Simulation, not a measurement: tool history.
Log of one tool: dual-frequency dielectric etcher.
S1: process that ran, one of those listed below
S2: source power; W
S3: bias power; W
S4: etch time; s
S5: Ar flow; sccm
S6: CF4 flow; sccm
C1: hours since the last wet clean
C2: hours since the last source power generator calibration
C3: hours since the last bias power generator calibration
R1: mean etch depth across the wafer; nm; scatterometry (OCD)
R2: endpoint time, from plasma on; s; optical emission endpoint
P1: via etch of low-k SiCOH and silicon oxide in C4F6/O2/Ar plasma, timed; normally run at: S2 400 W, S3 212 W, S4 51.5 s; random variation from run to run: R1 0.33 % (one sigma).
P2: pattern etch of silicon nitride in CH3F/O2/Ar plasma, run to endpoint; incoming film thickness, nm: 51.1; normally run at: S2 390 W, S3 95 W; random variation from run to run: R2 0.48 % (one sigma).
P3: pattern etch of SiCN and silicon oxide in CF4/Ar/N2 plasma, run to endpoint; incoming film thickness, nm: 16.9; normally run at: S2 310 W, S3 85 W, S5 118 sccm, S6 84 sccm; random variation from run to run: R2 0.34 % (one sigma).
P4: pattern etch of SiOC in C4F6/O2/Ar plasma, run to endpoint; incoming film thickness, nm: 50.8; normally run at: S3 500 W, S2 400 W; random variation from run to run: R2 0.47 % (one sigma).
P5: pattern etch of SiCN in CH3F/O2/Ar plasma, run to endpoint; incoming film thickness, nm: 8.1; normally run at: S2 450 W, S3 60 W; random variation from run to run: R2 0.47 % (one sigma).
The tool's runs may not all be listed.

{"run": 1, "hour": 12.4, "S1": "P1", "S2": 400, "S3": 212, "S4": 51.5, "C1": 168.6, "C2": 419.2, "C3": 1599.9, "R1": 136.87}
{"run": 2, "hour": 19.6, "S1": "P1", "S2": 400, "S3": 212, "S4": 51.5, "C1": 175.8, "C2": 426.4, "C3": 1607.1, "R1": 136.72}
{"run": 3, "hour": 26.3, "S1": "P5", "S2": 450, "S3": 75, "C1": 182.5, "C2": 433.1, "C3": 1613.8, "R2": 20.834}
{"run": 4, "hour": 40.1, "S1": "P4", "S2": 400, "S3": 500, "C1": 196.3, "C2": 446.9, "C3": 1627.6, "R2": 17.17}
{"run": 5, "hour": 49.7, "S1": "P3", "S2": 310, "S3": 85, "S5": 140, "S6": 84, "C1": 205.9, "C2": 456.5, "C3": 1637.2, "R2": 26.325}
{"run": 6, "hour": 62.9, "S1": "P1", "S2": 400, "S3": 212, "S4": 51.5, "C1": 219.1, "C2": 469.7, "C3": 1650.4, "R1": 137.08}
{"run": 7, "hour": 71.3, "S1": "P3", "S2": 310, "S3": 51, "S5": 118, "S6": 84, "C1": 227.5, "C2": 478.1, "C3": 1658.8, "R2": 30.584}
{"run": 8, "hour": 78.9, "S1": "P1", "S2": 400, "S3": 212, "S4": 73, "C1": 235.1, "C2": 485.7, "C3": 1666.4, "R1": 192.53}
{"run": 9, "hour": 87.6, "S1": "P4", "S2": 400, "S3": 706, "C1": 243.8, "C2": 494.4, "C3": 1675.1, "R2": 15.121}
{"run": 10, "hour": 98.8, "S1": "P1", "S2": 490, "S3": 212, "S4": 63, "C1": 255, "C2": 505.6, "C3": 1686.3, "R1": 181.23}
{"run": 11, "hour": 110.3, "S1": "P1", "S2": 400, "S3": 285, "S4": 51.5, "C1": 266.5, "C2": 517.1, "C3": 1697.8, "R1": 151.13}
{"run": 12, "hour": 121.5, "S1": "P2", "S2": 220, "S3": 95, "C1": 277.7, "C2": 528.3, "C3": 1709, "R2": 81.212}
{"run": 13, "hour": 130.3, "S1": "P1", "S2": 550, "S3": 212, "S4": 51.5, "C1": 286.5, "C2": 537.1, "C3": 1717.8, "R1": 155.61}
{"run": 14, "hour": 140.7, "S1": "P3", "S2": 220, "S3": 85, "S5": 118, "S6": 84, "C1": 296.9, "C2": 547.5, "C3": 1728.2, "R2": 34.83}
{"run": 15, "hour": 154.3, "S1": "P1", "S2": 400, "S3": 212, "S4": 51.5, "C1": 310.5, "C2": 561.1, "C3": 1741.8, "R1": 136.63}
{"hour": 158.9, "done": "wet clean of the chamber"}
{"run": 16, "hour": 163.8, "S1": "P5", "S2": 450, "S3": 60, "C1": 4.9, "C2": 570.6, "C3": 1751.3, "R2": 22.571}
{"run": 17, "hour": 172.5, "S1": "P5", "S2": 550, "S3": 60, "C1": 13.6, "C2": 579.3, "C3": 1760, "R2": 20.682}
{"run": 18, "hour": 186.7, "S1": "P5", "S2": 450, "S3": 60, "C1": 27.8, "C2": 593.5, "C3": 1774.2, "R2": 22.427}
{"run": 19, "hour": 200.3, "S1": "P1", "S2": 400, "S3": 159, "S4": 68.5, "C1": 41.4, "C2": 607.1, "C3": 1787.8, "R1": 166.52}
{"run": 20, "hour": 213.1, "S1": "P4", "S2": 520, "S3": 500, "C1": 54.2, "C2": 619.9, "C3": 1800.6, "R2": 15.569}
{"run": 21, "hour": 224.0, "S1": "P3", "S2": 310, "S3": 85, "S5": 118, "S6": 84, "C1": 65.1, "C2": 630.8, "C3": 1811.5, "R2": 25.696}
{"run": 22, "hour": 234.5, "S1": "P3", "S2": 310, "S3": 85, "S5": 118, "S6": 118, "C1": 75.6, "C2": 641.3, "C3": 1822, "R2": 24.846}
{"run": 23, "hour": 248.1, "S1": "P2", "S2": 390, "S3": 61, "C1": 89.2, "C2": 654.9, "C3": 1835.6, "R2": 77.251}
{"run": 24, "hour": 258.3, "S1": "P2", "S2": 390, "S3": 95, "C1": 99.4, "C2": 665.1, "C3": 1845.8, "R2": 64.845}
{"run": 25, "hour": 265.8, "S1": "P1", "S2": 400, "S3": 212, "S4": 28.5, "C1": 106.9, "C2": 672.6, "C3": 1853.3, "R1": 76.015}
{"run": 26, "hour": 274.5, "S1": "P1", "S2": 320, "S3": 212, "S4": 51.5, "C1": 115.6, "C2": 681.3, "C3": 1862, "R1": 125.09}
{"run": 27, "hour": 287.2, "S1": "P1", "S2": 400, "S3": 163, "S4": 51.5, "C1": 128.3, "C2": 694, "C3": 1874.7, "R1": 125.46}
{"run": 28, "hour": 299.2, "S1": "P1", "S2": 400, "S3": 212, "S4": 51.5, "C1": 140.3, "C2": 706, "C3": 1886.7, "R1": 136.65}
{"run": 29, "hour": 308.0, "S1": "P1", "S2": 400, "S3": 212, "S4": 51.5, "C1": 149.1, "C2": 714.8, "C3": 1895.5, "R1": 135.17}
{"run": 30, "hour": 321.3, "S1": "P1", "S2": 400, "S3": 212, "S4": 51.5, "C1": 162.4, "C2": 728.1, "C3": 1908.8, "R1": 136.09}
{"run": 31, "hour": 327.9, "S1": "P1", "S2": 400, "S3": 212, "S4": 51.5, "C1": 169, "C2": 734.7, "C3": 1915.4, "R1": 134.84}
{"hour": 328.7, "done": "wet clean of the chamber"}
{"run": 32, "hour": 341.9, "S1": "P1", "S2": 400, "S3": 212, "S4": 51.5, "C1": 13.3, "C2": 748.7, "C3": 1929.4, "R1": 135.1}
{"run": 33, "hour": 353.0, "S1": "P1", "S2": 400, "S3": 212, "S4": 51.5, "C1": 24.4, "C2": 759.8, "C3": 1940.5, "R1": 134.87}
{"run": 34, "hour": 361.5, "S1": "P1", "S2": 400, "S3": 212, "S4": 51.5, "C1": 32.9, "C2": 768.3, "C3": 1949, "R1": 133.8}

What P1 gives has crept away from where it was. These 2 causes fit the log equally well, each at the size given:
A: bias power that arrives under what is set, % = 4.88
B: source power that arrives under what is set, % = 4.13
The creep began at about hour 299.2.
Why every other cause is out:
chamber walls in a state that lowers the etch rate, %: serviced at hour 328.7, which brought nothing back

4 check runs are offered, each on 2 wafers whose results are averaged, their results left as question marks. Which one tells the causes apart?
{"run": "check 1", "hour": 370.0, "S1": "P2", "S2": 320, "S3": 66, "R2": "?"}
{"run": "check 2", "hour": 370.0, "S1": "P5", "S2": 450, "S3": 71, "R2": "?"}
{"run": "check 3", "hour": 370.0, "S1": "P4", "S2": 500, "S3": 688, "R2": "?"}
{"run": "check 4", "hour": 370.0, "S1": "P3", "S2": 310, "S3": 85, "S5": 118, "S6": 115, "R2": "?"}

What each check would give under each cause:
check=check_1 result=R2 if_A=81.854 if_B=81.771
check=check_2 result=R2 if_A=21.568 if_B=21.537
check=check_3 result=R2 if_A=14.313 if_B=14.258
check=check_4 result=R2 if_A=25.225 if_B=25.736
How far apart the two closest causes lie, in the result that separates them most: check 1 0.1 %; check 2 0.15 %; check 3 0.38 %; check 4 2.01 %
Check 4 tells the causes apart: in the others they would give nearly the same result.

Then check 4 was run and gave: R2 25.739 s. Which cause is it?

It is B: source power that arrives under what is set, %.
